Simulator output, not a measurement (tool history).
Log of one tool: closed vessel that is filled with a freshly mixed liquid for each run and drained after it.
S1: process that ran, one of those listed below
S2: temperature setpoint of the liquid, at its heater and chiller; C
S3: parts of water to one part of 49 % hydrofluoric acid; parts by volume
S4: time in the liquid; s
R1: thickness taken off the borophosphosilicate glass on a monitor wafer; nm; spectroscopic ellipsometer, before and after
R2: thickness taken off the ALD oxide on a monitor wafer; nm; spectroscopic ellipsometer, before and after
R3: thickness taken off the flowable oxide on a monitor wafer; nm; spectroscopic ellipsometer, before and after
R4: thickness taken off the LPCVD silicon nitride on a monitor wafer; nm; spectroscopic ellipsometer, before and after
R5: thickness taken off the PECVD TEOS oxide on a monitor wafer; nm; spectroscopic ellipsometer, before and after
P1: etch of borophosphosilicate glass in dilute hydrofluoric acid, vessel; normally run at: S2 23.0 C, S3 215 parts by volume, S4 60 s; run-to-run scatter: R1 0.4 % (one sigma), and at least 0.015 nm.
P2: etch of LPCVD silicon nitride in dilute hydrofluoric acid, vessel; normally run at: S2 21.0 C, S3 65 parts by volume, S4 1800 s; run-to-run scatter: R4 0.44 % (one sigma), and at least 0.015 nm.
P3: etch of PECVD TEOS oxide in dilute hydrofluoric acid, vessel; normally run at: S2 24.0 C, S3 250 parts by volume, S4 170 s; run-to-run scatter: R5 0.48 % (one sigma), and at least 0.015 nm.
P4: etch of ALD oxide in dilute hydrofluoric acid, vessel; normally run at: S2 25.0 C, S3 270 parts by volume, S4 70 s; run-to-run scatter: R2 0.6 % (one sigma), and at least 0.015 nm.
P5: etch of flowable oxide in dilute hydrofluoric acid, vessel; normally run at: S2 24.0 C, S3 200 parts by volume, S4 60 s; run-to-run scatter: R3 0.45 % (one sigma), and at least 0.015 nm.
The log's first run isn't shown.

run 2 hour=24.6 | S1=P4 S2=25.0 S3=270 S4=30 | R2=2.0967
run 3 hour=40.0 | S1=P5 S2=24.0 S3=200 S4=115 | R3=18.5660
run 4 hour=47.1 | S1=P1 S2=23.0 S3=215 S4=105 | R1=24.3530
run 5 hour=61.2 | S1=P5 S2=32.5 S3=200 S4=60 | R3=13.1310
run 6 hour=74.6 | S1=P2 S2=25.0 S3=65 S4=1800 | R4=15.489
run 7 hour=85.6 | S1=P3 S2=32.5 S3=250 S4=170 | R5=6.6205
run 8 hour=99.3 | S1=P4 S2=25.0 S3=270 S4=70 | R2=4.9147
run 9 hour=106.3 | S1=P5 S2=24.0 S3=350 S4=60 | R3=4.8479
run 10 hour=122.4 | S1=P4 S2=25.0 S3=270 S4=70 | R2=4.9544
run 11 hour=132.2 | S1=P1 S2=23.0 S3=215 S4=60 | R1=13.8590
run 12 hour=142.1 | S1=P1 S2=23.0 S3=290 S4=30 | R1=4.7733
run 13 hour=154.7 | S1=P4 S2=31.5 S3=270 S4=70 | R2=6.1529
run 14 hour=165.4 | S1=P1 S2=17.0 S3=365 S4=60 | R1=5.7252
run 15 hour=179.9 | S1=P1 S2=23.0 S3=215 S4=60 | R1=13.8660
run 16 hour=192.4 | S1=P3 S2=24.0 S3=55 S4=170 | R5=28.3490
run 17 hour=207.4 | S1=P5 S2=24.0 S3=200 S4=60 | R3=9.8150
run 18 hour=218.2 | S1=P1 S2=23.0 S3=215 S4=60 | R1=13.8650
run 19 hour=226.5 | S1=P1 S2=29.5 S3=215 S4=60 | R1=17.4820
run 20 hour=240.8 | S1=P1 S2=23.0 S3=215 S4=60 | R1=13.8260
run 21 hour=251.4 | S1=P1 S2=23.0 S3=95 S4=60 | R1=36.0420
run 22 hour=267.3 | S1=P2 S2=21.0 S3=65 S4=1800 | R4=11.860
run 23 hour=280.7 | S1=P1 S2=23.0 S3=215 S4=30 | R1=6.9180
run 24 hour=294.7 | S1=P1 S2=23.0 S3=310 S4=60 | R1=8.6989

Run 25 comes next. What will it give?
run 25 hour=303.3 | S1=P1 S2=17.5 S3=215 S4=60 | R1=?

Run 25 gave R1 11.2990 nm.
